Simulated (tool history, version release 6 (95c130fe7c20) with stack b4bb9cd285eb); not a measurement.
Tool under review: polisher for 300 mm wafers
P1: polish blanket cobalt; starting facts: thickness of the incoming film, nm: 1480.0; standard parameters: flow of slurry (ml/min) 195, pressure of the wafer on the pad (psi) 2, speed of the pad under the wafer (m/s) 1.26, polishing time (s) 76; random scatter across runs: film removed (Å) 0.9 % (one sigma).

run	hour	flow of slurry (ml/min)	pressure of the wafer on the pad (psi)	speed of the pad under the wafer (m/s)	polishing time (s)	film removed (Å)
1	14.7	195	2	1.26	76	4455.9
2	22.5	195	2	1.26	76	4429.5
3	32.5	195	2	0.6	76	2097.2
4	43	195	2	1.94	76	6862.8
5	52.1	195	2	1.26	36	2104.4
6	60.8	195	2	1.26	99	5804.5
7	71.4	195	2	1.26	76	4392.1
8	85.7	195	2	1.26	76	4476.4
9	96.1	195	2	1.26	76	4485.4
10	110	115	2	1.26	76	4069.9
11	121.9	195	2	1.26	76	4421.6
12	131.6	310	2	1.26	76	4701.6
13	146.8	195	1.4	1.26	76	3167
14	159.2	195	2	1.96	59	5352.9
15	169.6	195	3.1	1.26	76	6891.7
16	180	195	2	1.26	76	4492.7
17	192	195	2	1.26	76	4413.3

The next listed run, before its measurement:
18	202.2	195	2	1.26	76	?

{"run 18": {"film removed (Å)": 4414.5}}
